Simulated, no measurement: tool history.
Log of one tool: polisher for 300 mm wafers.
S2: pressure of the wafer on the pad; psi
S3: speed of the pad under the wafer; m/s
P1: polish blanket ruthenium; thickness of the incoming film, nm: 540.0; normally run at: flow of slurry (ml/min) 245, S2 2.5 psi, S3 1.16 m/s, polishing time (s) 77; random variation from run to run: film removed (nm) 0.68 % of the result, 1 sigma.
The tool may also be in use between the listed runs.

Run 1, hour 11.4: flow of slurry (ml/min) 245, S2 2.5 psi, S3 1.16 m/s, polishing time (s) 77. Result: film removed (nm) 139.220.
Run 2, hour 20.0: flow of slurry (ml/min) 145, S2 2.5 psi, S3 1.16 m/s, polishing time (s) 77. Result: film removed (nm) 128.430.
Run 3, hour 32.9: flow of slurry (ml/min) 245, S2 1.1 psi, S3 1.16 m/s, polishing time (s) 77. Result: film removed (nm) 60.641.
Run 4, hour 41.2: flow of slurry (ml/min) 245, S2 3.9 psi, S3 1.16 m/s, polishing time (s) 77. Result: film removed (nm) 215.650.
Run 5, hour 51.3: flow of slurry (ml/min) 355, S2 2.5 psi, S3 1.16 m/s, polishing time (s) 50. Result: film removed (nm) 92.434.
Run 6, hour 59.4: flow of slurry (ml/min) 315, S2 2.5 psi, S3 1.16 m/s, polishing time (s) 77. Result: film removed (nm) 141.170.
Run 7, hour 66.7: flow of slurry (ml/min) 245, S2 2.5 psi, S3 1.16 m/s, polishing time (s) 77. Result: film removed (nm) 138.000.
Run 8, hour 76.6: flow of slurry (ml/min) 245, S2 2.5 psi, S3 0.52 m/s, polishing time (s) 77. Result: film removed (nm) 61.598.
Run 9, hour 83.7: flow of slurry (ml/min) 245, S2 2.5 psi, S3 1.80 m/s, polishing time (s) 77. Result: film removed (nm) 214.290.
Run 10, hour 93.3: flow of slurry (ml/min) 245, S2 2.5 psi, S3 1.16 m/s, polishing time (s) 77. Result: film removed (nm) 140.660.
Run 11, hour 101.2: flow of slurry (ml/min) 245, S2 2.5 psi, S3 1.16 m/s, polishing time (s) 120. Result: film removed (nm) 212.450.
Run 12, hour 115.1: flow of slurry (ml/min) 245, S2 2.5 psi, S3 1.16 m/s, polishing time (s) 37. Result: film removed (nm) 66.026.
Run 13, hour 124.7: flow of slurry (ml/min) 245, S2 2.5 psi, S3 1.16 m/s, polishing time (s) 77. Result: film removed (nm) 138.340.
Run 14, hour 137.9: flow of slurry (ml/min) 245, S2 1.1 psi, S3 1.16 m/s, polishing time (s) 53. Result: film removed (nm) 41.640.
Run 15, hour 148.8: flow of slurry (ml/min) 245, S2 2.5 psi, S3 1.16 m/s, polishing time (s) 77. Result: film removed (nm) 138.340.
Run 16, hour 162.3: flow of slurry (ml/min) 245, S2 2.5 psi, S3 1.16 m/s, polishing time (s) 77. Result: film removed (nm) 134.910.
Run 17, hour 175.6: flow of slurry (ml/min) 245, S2 2.5 psi, S3 1.16 m/s, polishing time (s) 77. Result: film removed (nm) 132.440.
Run 18, hour 182.6: flow of slurry (ml/min) 245, S2 2.5 psi, S3 1.16 m/s, polishing time (s) 77. Result: film removed (nm) 133.000.
Run 19, hour 195.6: flow of slurry (ml/min) 245, S2 2.5 psi, S3 1.16 m/s, polishing time (s) 77. Result: film removed (nm) 131.430.
Run 20, hour 206.6: flow of slurry (ml/min) 245, S2 2.5 psi, S3 1.16 m/s, polishing time (s) 77. Result: film removed (nm) 128.820.
Run 21, hour 214.2: flow of slurry (ml/min) 245, S2 2.5 psi, S3 1.16 m/s, polishing time (s) 77. Result: film removed (nm) 130.250.
At hour 220.6: worn pad replaced by a new one.
Run 22, hour 223.7: flow of slurry (ml/min) 245, S2 2.5 psi, S3 1.16 m/s, polishing time (s) 77. Result: film removed (nm) 129.340.

The next listed run, before its measurement:
Run 23, hour 238.0: flow of slurry (ml/min) 245, S2 2.5 psi, S3 1.16 m/s, polishing time (s) 77. Result: film removed (nm) ?.

{"run 23": {"film removed (nm)": 130.45}}
